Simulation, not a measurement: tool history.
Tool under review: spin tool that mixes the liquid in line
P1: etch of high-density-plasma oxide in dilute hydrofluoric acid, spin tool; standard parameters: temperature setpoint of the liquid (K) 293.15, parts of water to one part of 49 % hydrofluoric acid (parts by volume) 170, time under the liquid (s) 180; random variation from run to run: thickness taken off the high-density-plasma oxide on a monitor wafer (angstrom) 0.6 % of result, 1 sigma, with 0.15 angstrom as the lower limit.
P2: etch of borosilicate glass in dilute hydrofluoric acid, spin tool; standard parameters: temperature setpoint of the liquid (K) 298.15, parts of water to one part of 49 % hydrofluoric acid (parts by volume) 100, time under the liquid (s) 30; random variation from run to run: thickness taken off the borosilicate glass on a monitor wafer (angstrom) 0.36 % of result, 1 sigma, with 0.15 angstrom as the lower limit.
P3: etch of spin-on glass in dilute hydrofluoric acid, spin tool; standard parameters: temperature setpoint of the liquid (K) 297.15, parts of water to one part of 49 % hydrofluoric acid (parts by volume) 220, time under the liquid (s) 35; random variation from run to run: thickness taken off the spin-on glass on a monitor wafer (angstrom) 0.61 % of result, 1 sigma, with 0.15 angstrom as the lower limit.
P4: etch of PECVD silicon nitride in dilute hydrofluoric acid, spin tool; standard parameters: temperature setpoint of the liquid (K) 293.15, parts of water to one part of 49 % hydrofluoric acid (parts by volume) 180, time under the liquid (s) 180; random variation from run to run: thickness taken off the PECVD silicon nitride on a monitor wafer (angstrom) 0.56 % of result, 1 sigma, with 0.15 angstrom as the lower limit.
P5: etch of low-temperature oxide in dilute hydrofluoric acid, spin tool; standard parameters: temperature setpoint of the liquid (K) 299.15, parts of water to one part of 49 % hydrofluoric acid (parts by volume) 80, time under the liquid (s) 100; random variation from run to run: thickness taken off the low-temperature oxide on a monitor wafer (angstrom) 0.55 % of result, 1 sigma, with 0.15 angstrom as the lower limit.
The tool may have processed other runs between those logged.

run,day,process that ran,temperature setpoint of the liquid (K),parts of water to one part of 49 % hydrofluoric acid (parts by volume),time under the liquid (s),thickness taken off the high-density-plasma oxide on a monitor wafer (angstrom),thickness taken off the PECVD silicon nitride on a monitor wafer (angstrom),thickness taken off the spin-on glass on a monitor wafer (angstrom),thickness taken off the low-temperature oxide on a monitor wafer (angstrom),thickness taken off the borosilicate glass on a monitor wafer (angstrom)
1,0.467,P1,293.15,170,180,43.0910,,,,
2,0.921,P4,293.15,270,180,,29.371,,,
3,1.325,P3,297.15,220,35,,,41.887,,
4,1.762,P1,293.15,170,180,42.7020,,,,
5,2.225,P3,297.15,220,55,,,65.634,,
6,2.504,P5,299.15,80,100,,,,144.750,
7,2.804,P1,293.15,170,180,42.6540,,,,
8,3.217,P5,294.65,80,100,,,,119.860,
9,3.521,P4,293.15,180,265,,64.338,,,
10,4.000,P1,297.65,170,330,93.3080,,,,
11,4.338,P5,299.15,35,100,,,,349.280,
12,4.608,P1,290.15,170,180,37.8540,,,,
13,4.838,P5,299.15,80,100,,,,144.020,
14,5.354,P2,298.15,100,15,,,,,40.655
15,5.804,P3,297.15,220,35,,,41.630,,
16,6.171,P1,293.15,235,180,29.0970,,,,
17,6.433,P3,305.15,220,35,,,55.456,,
18,6.738,P1,293.15,170,180,43.0550,,,,
19,7.046,P1,298.65,170,180,52.7370,,,,
20,7.279,P5,299.15,80,45,,,,64.972,
21,7.617,P1,293.15,170,95,22.9140,,,,
22,7.954,P1,293.15,170,305,72.0370,,,,
# day 8.083: hydrofluoric acid flow meter replaced
23,8.379,P3,297.15,135,35,,,74.765,,
24,8.767,P2,305.15,100,30,,,,,105.420
25,9.254,P1,293.15,170,180,43.2830,,,,
26,9.525,P2,298.15,175,30,,,,,42.550
27,9.825,P4,293.15,180,180,,43.810,,,
28,10.296,P1,293.15,35,180,241.4900,,,,
29,10.671,P1,290.15,170,35,7.5022,,,,
30,11.092,P2,298.15,100,30,,,,,81.117
31,11.417,P1,293.15,170,180,42.6090,,,,
32,11.838,P4,301.15,180,180,,73.215,,,
33,12.321,P1,293.15,170,180,42.6040,,,,
34,12.788,P1,293.15,170,180,41.1530,,,,
35,13.012,P1,293.15,170,180,40.6190,,,,
36,13.529,P1,293.15,170,180,39.9640,,,,
37,13.804,P1,293.15,170,180,39.7490,,,,
38,14.092,P1,293.15,170,180,40.0080,,,,
39,14.429,P1,293.15,170,180,39.6970,,,,
40,14.946,P1,293.15,170,180,39.5570,,,,
41,15.392,P1,293.15,170,180,39.1820,,,,
42,15.792,P1,293.15,170,180,39.6360,,,,
43,16.058,P1,293.15,170,180,39.5480,,,,
44,16.500,P1,293.15,170,180,39.3690,,,,

What P1 gives has crept away from where it was. These 2 causes fit the log equally well, each at the size given:
A: liquid colder than its thermometer reads (K) = 2.22
B: hydrofluoric acid flow below the setpoint (%) = 7.19
The process output started creeping at around day 12.321.

Consider the 4 single-wafer check runs listed below, results given as question marks: which one distinguishes between the causes by giving clearly different results for each?
check 1,16.942,P3,300.15,145,35,,,?,,
check 2,16.942,P4,299.65,255,180,,?,,,
check 3,16.942,P2,298.15,160,15,,,,,?
check 4,16.942,P5,299.15,35,60,,,,?,

How each check would come out, cause by cause:
check,result,if A,if B
check 1,thickness taken off the spin-on glass on a monitor wafer (angstrom),70.743,70.405
check 2,thickness taken off the PECVD silicon nitride on a monitor wafer (angstrom),40.973,43.540
check 3,thickness taken off the borosilicate glass on a monitor wafer (angstrom),21.717,21.621
check 4,thickness taken off the low-temperature oxide on a monitor wafer (angstrom),192.030,194.630
Smallest distance between any two causes, each pair judged by its most separating result, in per cent: check 1 0.48 %; check 2 6.08 %; check 3 0.45 %; check 4 1.35 %
Only check 2 tells the causes apart: in the others they would give nearly the same result.

Then check 2 was run and gave: thickness taken off the PECVD silicon nitride on a monitor wafer (angstrom) 43.515. Which cause is it?

Of the candidate causes, it is B: hydrofluoric acid flow below the setpoint (%).
